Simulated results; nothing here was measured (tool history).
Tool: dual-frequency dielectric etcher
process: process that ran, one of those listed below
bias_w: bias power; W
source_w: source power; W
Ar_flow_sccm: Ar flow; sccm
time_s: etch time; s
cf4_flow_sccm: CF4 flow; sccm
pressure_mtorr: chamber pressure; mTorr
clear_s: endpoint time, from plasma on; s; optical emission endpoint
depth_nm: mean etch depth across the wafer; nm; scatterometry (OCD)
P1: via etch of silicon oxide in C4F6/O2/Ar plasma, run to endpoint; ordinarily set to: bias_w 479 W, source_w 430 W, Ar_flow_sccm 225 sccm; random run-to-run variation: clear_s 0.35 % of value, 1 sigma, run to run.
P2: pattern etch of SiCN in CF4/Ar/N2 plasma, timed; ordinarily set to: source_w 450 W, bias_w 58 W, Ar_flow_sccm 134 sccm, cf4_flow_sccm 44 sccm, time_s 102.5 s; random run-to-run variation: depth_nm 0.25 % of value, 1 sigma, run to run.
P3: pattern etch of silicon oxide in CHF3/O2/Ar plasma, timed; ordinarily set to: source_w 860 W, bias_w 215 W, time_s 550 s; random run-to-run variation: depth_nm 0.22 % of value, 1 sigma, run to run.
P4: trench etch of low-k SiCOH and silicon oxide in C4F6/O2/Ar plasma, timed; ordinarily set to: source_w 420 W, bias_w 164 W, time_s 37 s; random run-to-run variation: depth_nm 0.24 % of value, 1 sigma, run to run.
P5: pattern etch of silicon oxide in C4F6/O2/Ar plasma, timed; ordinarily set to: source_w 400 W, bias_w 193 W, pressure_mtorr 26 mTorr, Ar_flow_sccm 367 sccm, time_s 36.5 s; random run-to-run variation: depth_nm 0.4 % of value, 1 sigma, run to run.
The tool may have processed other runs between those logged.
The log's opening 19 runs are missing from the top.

run   hour  process  bias_w  source_w  Ar_flow_sccm  time_s  cf4_flow_sccm  pressure_mtorr  clear_s  depth_nm
 20  193.7       P1     479       430           270                                          34.638
 21  205.9       P3     215       610                   550                                              1146
 22  213.3       P4     164       420                    37                                             118.2
     219.2  -- source power generator calibrated
 23  219.4       P3     215       860                 423.5                                            998.04
 24  229.6       P2      58       450           134     144             44                             103.38
 25    238       P2      43       450           134   102.5             44                              66.09
 26    252       P1     604       360           225                                          33.217
 27  264.6       P3     256       860                   550                                            1384.3
 28  272.1       P1     328       430           225                                           38.79

Estimate the outcome of run 29 from the log above:
 29  282.9       P1     479       580           225                                               ?

{"run 29": {"clear_s": 30.217}}

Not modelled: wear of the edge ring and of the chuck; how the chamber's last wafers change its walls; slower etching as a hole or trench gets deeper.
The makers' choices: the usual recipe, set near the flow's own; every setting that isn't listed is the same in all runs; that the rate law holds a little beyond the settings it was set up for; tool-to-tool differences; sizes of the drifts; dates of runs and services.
